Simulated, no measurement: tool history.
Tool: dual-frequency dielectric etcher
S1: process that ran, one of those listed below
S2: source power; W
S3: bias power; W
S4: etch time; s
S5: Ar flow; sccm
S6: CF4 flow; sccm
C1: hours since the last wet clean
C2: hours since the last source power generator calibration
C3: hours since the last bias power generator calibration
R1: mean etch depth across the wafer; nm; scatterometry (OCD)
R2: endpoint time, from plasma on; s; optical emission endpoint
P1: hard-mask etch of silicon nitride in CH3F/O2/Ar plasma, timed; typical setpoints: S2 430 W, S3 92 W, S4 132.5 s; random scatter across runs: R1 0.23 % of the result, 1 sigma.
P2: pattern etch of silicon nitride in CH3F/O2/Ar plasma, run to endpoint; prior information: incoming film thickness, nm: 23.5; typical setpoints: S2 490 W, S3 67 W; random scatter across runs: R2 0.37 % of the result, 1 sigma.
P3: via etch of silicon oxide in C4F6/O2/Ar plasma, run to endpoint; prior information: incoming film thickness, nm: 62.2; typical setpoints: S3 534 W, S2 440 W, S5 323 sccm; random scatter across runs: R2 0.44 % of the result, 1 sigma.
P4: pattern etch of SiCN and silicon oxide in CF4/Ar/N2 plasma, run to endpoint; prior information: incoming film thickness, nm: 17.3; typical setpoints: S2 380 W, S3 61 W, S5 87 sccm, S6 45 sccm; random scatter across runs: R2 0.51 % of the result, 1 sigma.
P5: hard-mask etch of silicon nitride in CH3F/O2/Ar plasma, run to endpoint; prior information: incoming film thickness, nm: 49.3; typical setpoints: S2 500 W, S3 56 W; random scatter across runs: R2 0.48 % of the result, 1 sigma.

run	hour	S1	S2	S3	S4	S5	S6	C1	C2	C3	R1	R2
1	5.2	P1	430	92	132.5			244.1	2946.7	815.8	103.810	
2	9.9	P4	380	49		87	45	248.8	2951.4	820.5		27.673
3	15.5	P4	230	61		87	45	254.4	2957.0	826.1		39.699
4	23.0	P5	500	34				261.9	2964.5	833.6		82.537
5	28.5	P1	570	92	132.5			267.4	2970.0	839.1	115.000	
6	34.5	P3	440	744		323		273.4	2976.0	845.1		11.288
7	39.2	P5	610	56				278.1	2980.7	849.8		66.287
8	44.0	P4	380	61		87	45	282.9	2985.5	854.6		25.893
9	49.1	P1	430	74	192.5			288.0	2990.6	859.7	139.810	
10	56.4	P4	380	61		71	45	295.3	2997.9	867.0		25.108
11	63.2	P1	430	92	132.5			302.1	3004.7	873.8	103.730	
12	71.6	P1	430	92	73.0			310.5	3013.1	882.2	57.038	
13	78.9	P5	500	56				317.8	3020.4	889.5		70.891
14	85.9	P1	290	92	132.5			324.8	3027.4	896.5	89.246	
15	90.0	P4	380	61		87	62	328.9	3031.5	900.6		24.310
16	96.4	P1	430	125	132.5			335.3	3037.9	907.0	116.440	
17	102.4	P3	440	534		323		341.3	3043.9	913.0		12.946
18	108.9	P2	690	67				347.8	3050.4	919.5		27.178
19	112.8	P2	490	67				351.7	3054.3	923.4		31.190
20	120.2	P1	590	71	132.5			359.1	3061.7	930.8	106.790	
21	129.0	P1	430	92	132.5			367.9	3070.5	939.6	103.890	
22	136.7	P3	270	534		323		375.6	3078.2	947.3		15.317
23	143.2	P2	490	82				382.1	3084.7	953.8		29.098
24	152.2	P1	430	60	132.5			391.1	3093.7	962.8	89.951	
25	158.6	P1	430	92	162.0			397.5	3100.1	969.2	127.170	
26	165.6	P1	430	92	132.5			404.5	3107.1	976.2	103.510	
27	170.4	P1	430	92	132.5			409.3	3111.9	981.0	103.420	
28	175.5	P3	440	534		195		414.4	3117.0	986.1		12.056
29	179.9	P1	430	92	132.5			418.8	3121.4	990.5	103.470	
30	187.6	P1	430	92	132.5			426.5	3129.1	998.2	104.880	
31	196.0	P1	430	92	132.5			434.9	3137.5	1006.6	104.940	
# hour 200.6: wet clean of the chamber
32	202.0	P1	430	92	132.5			1.4	3143.5	1012.6	105.450	
33	208.5	P1	430	92	132.5			7.9	3150.0	1019.1	105.120	

Expected results for the next run?
34	213.7	P1	430	92	132.5			13.1	3155.2	1024.3	?	

Run 34 yielded R1 105.110 nm.

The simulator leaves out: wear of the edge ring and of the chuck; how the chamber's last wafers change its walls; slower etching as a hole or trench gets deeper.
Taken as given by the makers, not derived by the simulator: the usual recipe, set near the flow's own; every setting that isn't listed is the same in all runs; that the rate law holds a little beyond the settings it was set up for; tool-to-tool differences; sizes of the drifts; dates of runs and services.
